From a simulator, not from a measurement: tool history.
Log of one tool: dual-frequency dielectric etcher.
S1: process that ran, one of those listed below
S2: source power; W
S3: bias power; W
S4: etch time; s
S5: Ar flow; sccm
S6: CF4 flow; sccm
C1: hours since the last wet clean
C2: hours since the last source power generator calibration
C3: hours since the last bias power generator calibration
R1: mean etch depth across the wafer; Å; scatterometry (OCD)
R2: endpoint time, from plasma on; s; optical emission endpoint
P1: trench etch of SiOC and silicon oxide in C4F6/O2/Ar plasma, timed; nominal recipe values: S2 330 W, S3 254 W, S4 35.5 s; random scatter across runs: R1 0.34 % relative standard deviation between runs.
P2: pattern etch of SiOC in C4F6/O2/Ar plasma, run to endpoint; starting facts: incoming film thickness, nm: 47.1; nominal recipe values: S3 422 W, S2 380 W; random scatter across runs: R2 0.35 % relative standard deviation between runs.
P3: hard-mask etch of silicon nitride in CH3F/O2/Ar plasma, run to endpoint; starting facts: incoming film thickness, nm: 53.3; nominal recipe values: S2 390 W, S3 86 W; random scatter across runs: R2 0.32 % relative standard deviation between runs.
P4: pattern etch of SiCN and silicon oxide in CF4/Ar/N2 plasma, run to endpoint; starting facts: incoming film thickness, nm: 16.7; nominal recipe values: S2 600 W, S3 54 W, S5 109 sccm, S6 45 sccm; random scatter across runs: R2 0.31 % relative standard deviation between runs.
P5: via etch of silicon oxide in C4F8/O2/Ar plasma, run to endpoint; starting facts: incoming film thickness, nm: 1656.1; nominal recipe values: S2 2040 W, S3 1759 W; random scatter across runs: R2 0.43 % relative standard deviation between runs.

run,hour,S1,S2,S3,S4,S5,S6,C1,C2,C3,R1,R2
1,9,P1,330,254,35.5,,,290.9,1941.3,334.8,750.1,
2,15.5,P1,330,254,35.5,,,297.4,1947.8,341.3,746.29,
3,25.3,P1,330,254,35.5,,,307.2,1957.6,351.1,750.4,
4,34.2,P1,420,254,35.5,,,316.1,1966.5,360,821.4,
5,39.9,P1,330,147,35.5,,,321.8,1972.2,365.7,627.24,
6,47.5,P2,380,551,,,,329.4,1979.8,373.3,,15.558
7,53.1,P3,290,86,,,,335,1985.4,378.9,,82.198
8,60.5,P4,600,54,,109,45,342.4,1992.8,386.3,,18.256
9,65.6,P4,600,54,,109,62,347.5,1997.9,391.4,,17.155
10,74.1,P5,2040,1067,,,,356,2006.4,399.9,,386.62
11,83.5,P1,330,310,35.5,,,365.4,2015.8,409.3,804.6,
12,93.2,P1,230,254,35.5,,,375.1,2025.5,419,657.96,
13,99.8,P2,380,422,,,,381.7,2032.1,425.6,,17.165
14,108.5,P1,330,193,21,,,390.4,2040.8,434.3,405.09,
15,116.5,P1,330,254,35.5,,,398.4,2048.8,442.3,751.33,
16,123.5,P3,390,51,,,,405.4,2055.8,449.3,,87.726
17,133.9,P3,390,86,,,,415.8,2066.2,459.7,,73.162
18,141.1,P2,470,422,,,,423,2073.4,466.9,,15.904
19,146.3,P1,330,315,52.5,,,428.2,2078.6,472.1,1200.4,
20,152.6,P1,330,254,51,,,434.5,2084.9,478.4,1076.7,
21,159.1,P1,330,254,24.5,,,441,2091.4,484.9,516.93,
22,164.4,P4,430,54,,109,45,446.3,2096.7,490.2,,24.361
23,172.4,P2,380,422,,,,454.3,2104.7,498.2,,17.308
24,179.2,P4,600,54,,84,45,461.1,2111.5,505,,17.231
25,185,P5,1350,1759,,,,466.9,2117.3,510.8,,399.21
26,194.9,P5,2040,1759,,,,476.8,2127.2,520.7,,337.51
27,204.5,P4,600,66,,109,45,486.4,2136.8,530.3,,16.949
28,211.6,P1,330,254,35.5,,,493.5,2143.9,537.4,750.42,
29,219.1,P1,330,254,35.5,,,501,2151.4,544.9,747.26,
30,229.6,P1,330,254,35.5,,,511.5,2161.9,555.4,740.96,
31,237.2,P1,330,254,35.5,,,519.1,2169.5,563,740.49,
32,247.2,P1,330,254,35.5,,,529.1,2179.5,573,737.42,
# hour 250.9: wet clean of the chamber
33,252.1,P1,330,254,35.5,,,1.3,2184.4,577.9,736.32,
34,262.3,P1,330,254,35.5,,,11.5,2194.6,588.1,737.72,
35,271.5,P1,330,254,35.5,,,20.7,2203.8,597.3,737.95,

P1 has crept away from where it was. The log is fitted equally well by each of these 2 causes, at the sizes shown:
A: bias power that arrives under what is set, % = 4.91
B: source power that arrives under what is set, % = 4.43
Creep in the process output first set in at about hour 211.6.
All other causes, with the reason each is excluded:
chamber walls in a state that lowers the etch rate, %: work on it at hour 250.9, done after the drift set in, did not restore what the process gave before

Below are 4 check runs, each on a single wafer, with their results shown as question marks. Which of them would tell the listed causes apart, meaning the causes would give clearly different results under it?
check 1,280.7,P4,600,54,,109,55,,,,,?
check 2,280.7,P5,1390,1116,,,,,,,,?
check 3,280.7,P2,450,500,,,,,,,,?
check 4,280.7,P3,390,54,,,,,,,,?

What each check would give under each cause:
check,result,if A,if B
check 1,R2,17.798,18.227
check 2,R2,453.94,456.55
check 3,R2,15.452,15.423
check 4,R2,87.553,87.684
Gap, in per cent, between the two causes that each check separates least, read from the result that separates them most: check 1 2.38 %; check 2 0.58 %; check 3 0.19 %; check 4 0.15 %
Of the check runs offered, only check 1 discriminates between the causes; the rest would read about the same regardless of which cause applies.

After running check 1, the following was obtained: R2 18.341 s. Which cause does this point to?

The cause is B: source power that arrives under what is set, %.
